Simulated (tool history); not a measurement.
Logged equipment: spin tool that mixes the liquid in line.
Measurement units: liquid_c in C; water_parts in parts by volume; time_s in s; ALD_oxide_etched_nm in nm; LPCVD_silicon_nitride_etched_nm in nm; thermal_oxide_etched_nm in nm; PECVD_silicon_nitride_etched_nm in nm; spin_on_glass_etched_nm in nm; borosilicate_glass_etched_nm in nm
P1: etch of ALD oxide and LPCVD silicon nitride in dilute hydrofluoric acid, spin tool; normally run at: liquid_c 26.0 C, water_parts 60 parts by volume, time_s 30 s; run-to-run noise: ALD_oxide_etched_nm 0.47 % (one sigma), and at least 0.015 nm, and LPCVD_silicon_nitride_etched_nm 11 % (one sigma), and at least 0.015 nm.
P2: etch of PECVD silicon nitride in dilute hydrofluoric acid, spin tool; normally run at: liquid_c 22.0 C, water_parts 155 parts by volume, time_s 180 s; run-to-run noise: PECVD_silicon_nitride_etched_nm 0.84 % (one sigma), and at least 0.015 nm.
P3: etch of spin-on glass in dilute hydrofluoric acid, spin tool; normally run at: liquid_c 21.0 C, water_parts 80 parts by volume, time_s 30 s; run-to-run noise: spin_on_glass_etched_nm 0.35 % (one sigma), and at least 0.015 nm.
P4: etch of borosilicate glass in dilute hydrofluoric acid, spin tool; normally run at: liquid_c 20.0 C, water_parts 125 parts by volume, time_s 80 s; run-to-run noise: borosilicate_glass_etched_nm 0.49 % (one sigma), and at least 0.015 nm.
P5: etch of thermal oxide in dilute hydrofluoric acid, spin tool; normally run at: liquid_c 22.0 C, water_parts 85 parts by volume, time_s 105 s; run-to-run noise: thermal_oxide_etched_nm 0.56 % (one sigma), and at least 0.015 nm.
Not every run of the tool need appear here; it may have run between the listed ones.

run	hour	process	liquid_c	water_parts	time_s	hours since the thermometer was replaced	hours since the hydrofluoric acid flow meter was replaced	ALD_oxide_etched_nm	LPCVD_silicon_nitride_etched_nm	thermal_oxide_etched_nm	PECVD_silicon_nitride_etched_nm	spin_on_glass_etched_nm	borosilicate_glass_etched_nm
1	5.4	P1	26.0	60	30	254.8	724.3	8.7611	0.15045				
2	14.0	P1	30.5	60	30	263.4	732.9	10.4530	0.35680				
3	23.6	P5	22.0	85	105	273.0	742.5			5.39860			
4	32.4	P5	17.0	85	105	281.8	751.3			4.42810			
5	39.0	P5	22.0	85	15	288.4	757.9			0.77927			
6	49.7	P2	22.0	155	180	299.1	768.6				3.1935		
7	57.1	P1	26.0	35	15	306.5	776.0	7.7434	0.19035				
8	65.3	P3	21.0	80	30	314.7	784.2					12.958	
9	76.1	P2	22.0	155	270	325.5	795.0				4.8188		
# hour 78.7: thermometer replaced
10	82.4	P3	17.0	80	30	3.8	801.3					10.986	
11	88.1	P2	17.0	155	180	9.5	807.0				2.2969		
12	95.0	P1	26.0	20	30	16.4	813.9	27.6030	0.75532				
13	105.2	P4	20.0	125	80	26.6	824.1						22.1820
14	115.9	P4	20.0	125	80	37.3	834.8						22.0920
15	123.2	P3	21.0	20	30	44.6	842.1					55.299	
16	130.1	P2	22.0	85	180	51.5	849.0				5.7408		
17	140.8	P4	20.0	125	20	62.2	859.7						5.4673
18	149.6	P1	26.0	60	55	71.0	868.5	16.0730	0.46831				
19	156.2	P1	26.0	60	30	77.6	875.1	8.7349	0.25206				
20	166.3	P1	26.0	60	30	87.7	885.2	8.7702	0.21414				
21	171.6	P5	22.0	115	105	93.0	890.5			3.82830			
22	178.1	P3	21.0	80	45	99.5	897.0					19.464	
23	187.8	P1	26.0	60	15	109.2	906.7	4.4188	0.12390				
24	197.8	P4	20.0	25	80	119.2	916.7						125.5600
25	207.4	P5	22.0	85	105	128.8	926.3			5.42030			

What does the tool deliver on the next run?
26	212.4	P1	26.0	110	30	133.8	931.3	?	?				

Run 26 measured ALD_oxide_etched_nm 4.4780 nm, LPCVD_silicon_nitride_etched_nm 0.16508 nm.

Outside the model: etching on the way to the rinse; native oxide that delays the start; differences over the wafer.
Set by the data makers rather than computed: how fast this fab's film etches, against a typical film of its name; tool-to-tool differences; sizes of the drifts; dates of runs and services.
